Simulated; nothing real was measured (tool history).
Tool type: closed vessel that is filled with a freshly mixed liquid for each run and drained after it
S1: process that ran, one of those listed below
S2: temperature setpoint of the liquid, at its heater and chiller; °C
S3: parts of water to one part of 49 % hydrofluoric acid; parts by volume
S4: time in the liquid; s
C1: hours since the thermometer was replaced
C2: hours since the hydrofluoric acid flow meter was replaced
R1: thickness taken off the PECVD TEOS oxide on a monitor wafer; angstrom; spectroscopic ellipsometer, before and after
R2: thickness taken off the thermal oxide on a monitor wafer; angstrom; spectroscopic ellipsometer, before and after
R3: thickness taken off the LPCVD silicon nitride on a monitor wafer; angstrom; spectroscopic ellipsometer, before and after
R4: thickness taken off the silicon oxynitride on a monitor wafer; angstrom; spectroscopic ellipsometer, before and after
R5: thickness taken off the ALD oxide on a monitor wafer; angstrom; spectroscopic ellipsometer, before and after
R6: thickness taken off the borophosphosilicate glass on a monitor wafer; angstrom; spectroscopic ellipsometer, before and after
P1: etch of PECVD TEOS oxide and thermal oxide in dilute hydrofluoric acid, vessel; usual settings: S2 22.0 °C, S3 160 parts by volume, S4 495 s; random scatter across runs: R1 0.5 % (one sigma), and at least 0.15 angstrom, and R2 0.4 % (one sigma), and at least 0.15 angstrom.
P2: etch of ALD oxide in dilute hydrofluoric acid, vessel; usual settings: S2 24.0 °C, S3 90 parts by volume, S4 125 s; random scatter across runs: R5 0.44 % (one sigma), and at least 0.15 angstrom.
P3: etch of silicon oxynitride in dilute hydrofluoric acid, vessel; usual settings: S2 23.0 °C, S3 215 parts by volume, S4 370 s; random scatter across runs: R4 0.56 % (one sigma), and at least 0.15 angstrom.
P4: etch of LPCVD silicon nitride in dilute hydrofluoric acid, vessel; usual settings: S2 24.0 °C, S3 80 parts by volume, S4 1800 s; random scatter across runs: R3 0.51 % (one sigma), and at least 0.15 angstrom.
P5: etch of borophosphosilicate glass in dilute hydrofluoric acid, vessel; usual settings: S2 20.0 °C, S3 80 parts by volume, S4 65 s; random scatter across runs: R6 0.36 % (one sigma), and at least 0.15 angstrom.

run 1 day=0.179 | S1=P1 S2=22.0 S3=160 S4=495 | C1=885.3 C2=1135.1 | R1=310.97 R2=117.830
run 2 day=0.312 | S1=P4 S2=24.0 S3=50 S4=1800 | C1=888.5 C2=1138.3 | R3=211.180
run 3 day=0.512 | S1=P3 S2=23.0 S3=215 S4=80 | C1=893.3 C2=1143.1 | R4=8.8747
run 4 day=0.629 | S1=P2 S2=24.0 S3=90 S4=185 | C1=896.1 C2=1145.9 | R5=231.01
run 5 day=0.812 | S1=P2 S2=31.0 S3=90 S4=125 | C1=900.5 C2=1150.3 | R5=201.88
run 6 day=0.992 | S1=P1 S2=22.0 S3=70 S4=495 | C1=904.8 C2=1154.6 | R1=785.32 R2=299.370
run 7 day=1.221 | S1=P3 S2=17.0 S3=215 S4=370 | C1=910.3 C2=1160.1 | R4=30.3630
run 8 day=1.438 | S1=P2 S2=24.0 S3=55 S4=125 | C1=915.5 C2=1165.3 | R5=264.58
run 9 day=1.625 | S1=P1 S2=17.0 S3=160 S4=945 | C1=920.0 C2=1169.8 | R1=483.03 R2=185.760
run 10 day=1.838 | S1=P5 S2=20.0 S3=80 S4=65 | C1=925.1 C2=1174.9 | R6=288.79
run 11 day=2.054 | S1=P4 S2=18.5 S3=80 S4=1800 | C1=930.3 C2=1180.1 | R3=91.086
run 12 day=2.288 | S1=P1 S2=22.0 S3=160 S4=495 | C1=935.9 C2=1185.7 | R1=309.56 R2=117.700
run 13 day=2.462 | S1=P4 S2=24.0 S3=80 S4=260 | C1=940.1 C2=1189.9 | R3=19.234
-- day=2.675 hydrofluoric acid flow meter replaced
run 14 day=2.696 | S1=P1 S2=22.0 S3=290 S4=495 | C1=945.7 C2=0.5 | R1=151.20 R2=57.255
run 15 day=2.821 | S1=P5 S2=27.5 S3=80 S4=65 | C1=948.7 C2=3.5 | R6=390.18
run 16 day=2.938 | S1=P5 S2=20.0 S3=115 S4=65 | C1=951.5 C2=6.3 | R6=192.82
run 17 day=3.096 | S1=P1 S2=30.0 S3=160 S4=495 | C1=955.3 C2=10.1 | R1=415.57 R2=160.090
run 18 day=3.312 | S1=P1 S2=22.0 S3=160 S4=495 | C1=960.5 C2=15.3 | R1=307.40 R2=117.620
run 19 day=3.496 | S1=P1 S2=22.0 S3=160 S4=495 | C1=964.9 C2=19.7 | R1=310.06 R2=117.960
run 20 day=3.729 | S1=P1 S2=22.0 S3=160 S4=810 | C1=970.5 C2=25.3 | R1=509.25 R2=194.880
run 21 day=3.929 | S1=P4 S2=24.0 S3=80 S4=1800 | C1=975.3 C2=30.1 | R3=132.900
run 22 day=4.133 | S1=P1 S2=22.0 S3=160 S4=495 | C1=980.2 C2=35.0 | R1=311.26 R2=118.420
run 23 day=4.242 | S1=P3 S2=23.0 S3=400 S4=370 | C1=982.8 C2=37.6 | R4=19.1910
run 24 day=4.392 | S1=P2 S2=24.0 S3=90 S4=125 | C1=986.4 C2=41.2 | R5=154.46
run 25 day=4.500 | S1=P1 S2=17.0 S3=160 S4=495 | C1=989.0 C2=43.8 | R1=251.27 R2=96.393
run 26 day=4.696 | S1=P1 S2=22.0 S3=100 S4=750 | C1=993.7 C2=48.5 | R1=800.98 R2=307.300
run 27 day=4.821 | S1=P1 S2=22.0 S3=160 S4=265 | C1=996.7 C2=51.5 | R1=165.93 R2=63.270
run 28 day=4.942 | S1=P1 S2=28.0 S3=160 S4=865 | C1=999.6 C2=54.4 | R1=673.81 R2=259.760
run 29 day=5.062 | S1=P4 S2=24.0 S3=80 S4=1800 | C1=1002.5 C2=57.3 | R3=133.420
run 30 day=5.250 | S1=P3 S2=23.0 S3=215 S4=370 | C1=1007.0 C2=61.8 | R4=40.3840
run 31 day=5.429 | S1=P5 S2=20.0 S3=80 S4=125 | C1=1011.3 C2=66.1 | R6=553.32
run 32 day=5.617 | S1=P1 S2=22.0 S3=160 S4=495 | C1=1015.8 C2=70.6 | R1=309.78 R2=117.720
run 33 day=5.746 | S1=P1 S2=22.0 S3=160 S4=495 | C1=1018.9 C2=73.7 | R1=298.09 R2=114.880
run 34 day=5.950 | S1=P1 S2=22.0 S3=160 S4=495 | C1=1023.8 C2=78.6 | R1=287.90 R2=110.930
run 35 day=6.112 | S1=P1 S2=22.0 S3=160 S4=495 | C1=1027.7 C2=82.5 | R1=286.39 R2=109.040
run 36 day=6.292 | S1=P1 S2=22.0 S3=160 S4=495 | C1=1032.0 C2=86.8 | R1=286.71 R2=108.110
run 37 day=6.467 | S1=P1 S2=22.0 S3=160 S4=495 | C1=1036.2 C2=91.0 | R1=281.34 R2=108.850
run 38 day=6.583 | S1=P1 S2=22.0 S3=160 S4=495 | C1=1039.0 C2=93.8 | R1=284.02 R2=108.150
run 39 day=6.700 | S1=P1 S2=22.0 S3=160 S4=495 | C1=1041.8 C2=96.6 | R1=282.53 R2=108.490

The output of P1 has drifted from where it used to be. Each of the 2 causes below, taken at the size shown beside it, accounts for the log equally well:
A: liquid colder than its thermometer reads (K) = 2.29
B: hydrofluoric acid flow below the setpoint (%) = 7.31
The gradual shift began around day 5.617.

Listed below are the offered check runs, one wafer per run, with question marks in place of results. For which of them would the causes give clearly different outcomes?
run check 1 day=6.817 | S1=P2 S2=28.5 S3=90 S4=125 | R5=?
run check 2 day=6.817 | S1=P4 S2=20.5 S3=80 S4=475 | R3=?
run check 3 day=6.817 | S1=P5 S2=26.0 S3=80 S4=65 | R6=?
run check 4 day=6.817 | S1=P3 S2=18.0 S3=390 S4=370 | R4=?

Outcome of each check run for each possible cause:
check=check_1 result=R5 if_A=168.99 if_B=169.49
check=check_2 result=R3 if_A=23.698 if_B=25.768
check=check_3 result=R6 if_A=335.33 if_B=337.73
check=check_4 result=R4 if_A=14.4030 if_B=14.5420
Gap, in per cent, between the two causes that each check separates least, read from the result that separates them most: check 1 0.3 %; check 2 8.38 %; check 3 0.71 %; check 4 0.96 %
The other checks would show nearly matching results whichever cause is true, so check 2 is the only one that separates the causes.

The results of check 2 are: R3 23.625 angstrom. Based on these, which of the listed causes is it?

Of the candidate causes, it is A: liquid colder than its thermometer reads (K).
